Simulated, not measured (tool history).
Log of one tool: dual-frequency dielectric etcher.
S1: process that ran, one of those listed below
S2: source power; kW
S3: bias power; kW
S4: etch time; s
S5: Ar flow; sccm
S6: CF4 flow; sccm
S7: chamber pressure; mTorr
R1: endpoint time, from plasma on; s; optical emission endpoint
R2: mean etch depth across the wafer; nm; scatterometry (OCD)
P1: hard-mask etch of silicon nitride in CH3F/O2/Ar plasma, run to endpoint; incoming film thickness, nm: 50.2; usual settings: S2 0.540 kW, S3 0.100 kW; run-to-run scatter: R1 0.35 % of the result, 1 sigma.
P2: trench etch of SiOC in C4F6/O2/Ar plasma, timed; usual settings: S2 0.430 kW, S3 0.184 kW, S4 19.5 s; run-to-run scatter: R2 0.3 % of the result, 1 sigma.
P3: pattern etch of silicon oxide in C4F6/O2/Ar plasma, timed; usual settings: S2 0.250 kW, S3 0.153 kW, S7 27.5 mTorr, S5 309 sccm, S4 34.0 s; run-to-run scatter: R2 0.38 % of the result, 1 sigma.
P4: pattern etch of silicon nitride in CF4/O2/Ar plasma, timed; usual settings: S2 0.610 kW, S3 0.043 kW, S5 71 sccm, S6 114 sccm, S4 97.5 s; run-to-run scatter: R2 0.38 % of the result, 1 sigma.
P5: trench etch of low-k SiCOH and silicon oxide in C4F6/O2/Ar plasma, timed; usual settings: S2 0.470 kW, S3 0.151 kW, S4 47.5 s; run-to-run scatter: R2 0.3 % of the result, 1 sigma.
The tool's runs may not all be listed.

run     day  S1     S2     S3    S4   S5   S6    S7      R1       R2
  1   0.717  P1  0.540  0.100                        56.496
  2   1.296  P5  0.470  0.151  47.5                          156.720
  3   1.654  P2  0.430  0.184  25.0                           53.077
      2.150  -- wet clean of the chamber
  4   2.229  P4  0.610  0.043  97.5   71  137                220.350
  5   2.588  P5  0.470  0.179  47.5                          164.850
  6   3.354  P1  0.340  0.100                        67.334
  7   4.038  P3  0.160  0.153  34.0  309       27.5           73.859
  8   4.496  P4  0.770  0.043  97.5   71  114                266.480
  9   5.167  P3  0.250  0.153  34.0  186       27.5           93.048
 10   5.700  P3  0.250  0.153  34.0  309       27.5           87.099
 11   6.154  P1  0.650  0.125                        48.914
 12   6.858  P4  0.610  0.043  97.5   71  114                214.950
 13   7.442  P1  0.540  0.123                        52.558
 14   8.112  P3  0.250  0.194  34.0  309       27.5           93.855
 15   8.854  P1  0.540  0.100                        56.502
 16   9.200  P3  0.250  0.153  21.0  309       27.5           54.373
 17   9.562  P1  0.540  0.079                        61.761
 18  10.292  P2  0.510  0.184  19.5                           44.534
 19  10.692  P2  0.430  0.184  19.5                           41.554
 20  11.196  P2  0.430  0.254  19.5                           46.085
 21  11.546  P1  0.540  0.100                        56.931
 22  12.133  P3  0.250  0.153  34.0  309       33.5           85.249
 23  12.646  P1  0.540  0.100                        56.954
 24  13.250  P4  0.610  0.052  97.5   71  114                230.840
 25  13.608  P4  0.610  0.043  97.5   90  114                210.600
 26  14.167  P5  0.320  0.151  47.5                          134.720
 27  14.617  P5  0.470  0.151  33.5                          110.530
 28  15.346  P4  0.610  0.043  67.0   71  114                147.590
 29  15.854  P1  0.540  0.100                        56.742
 30  16.458  P1  0.730  0.100                        50.767
 31  17.162  P1  0.540  0.100                        56.695
 32  17.921  P1  0.540  0.100                        57.485
 33  18.579  P1  0.540  0.100                        57.451
     18.717  -- wet clean of the chamber
 34  19.346  P1  0.540  0.100                        57.934
 35  19.750  P1  0.540  0.100                        57.608
 36  20.479  P1  0.540  0.100                        58.020
 37  20.954  P1  0.540  0.100                        57.996

What P1 gives has crept away from where it was. These 2 causes fit the log equally well, each at the size given:
A: source power that arrives under what is set, % = 4.51
B: bias power that arrives under what is set, % = 4.71
The creep began at about day 17.162.
Why every other cause is out:
chamber walls in a state that lowers the etch rate, %: serviced at day 18.717, which brought nothing back

4 check runs are offered, each on 2 wafers whose results are averaged, their results left as question marks. Which one tells the causes apart?
check 1  21.429  P2  0.430  0.184  19.5                       ?
check 2  21.429  P3  0.250  0.153  34.0  309       27.5       ?
check 3  21.429  P4  0.610  0.043  97.5   71  114             ?
check 4  21.429  P5  0.470  0.151  47.5                       ?

What each check would give under each cause:
  check  result     if A     if B
check 1      R2   40.717   40.831
check 2      R2   85.882   86.122
check 3      R2  206.990  212.150
check 4      R2  153.500  154.090
How far apart the two closest causes lie, in the result that separates them most: check 1 0.28 %; check 2 0.28 %; check 3 2.46 %; check 4 0.39 %
Check 3 tells the causes apart: in the others they would give nearly the same result.

Then check 3 was run and gave: R2 206.420 nm. Which cause is it?

It is A: source power that arrives under what is set, %.

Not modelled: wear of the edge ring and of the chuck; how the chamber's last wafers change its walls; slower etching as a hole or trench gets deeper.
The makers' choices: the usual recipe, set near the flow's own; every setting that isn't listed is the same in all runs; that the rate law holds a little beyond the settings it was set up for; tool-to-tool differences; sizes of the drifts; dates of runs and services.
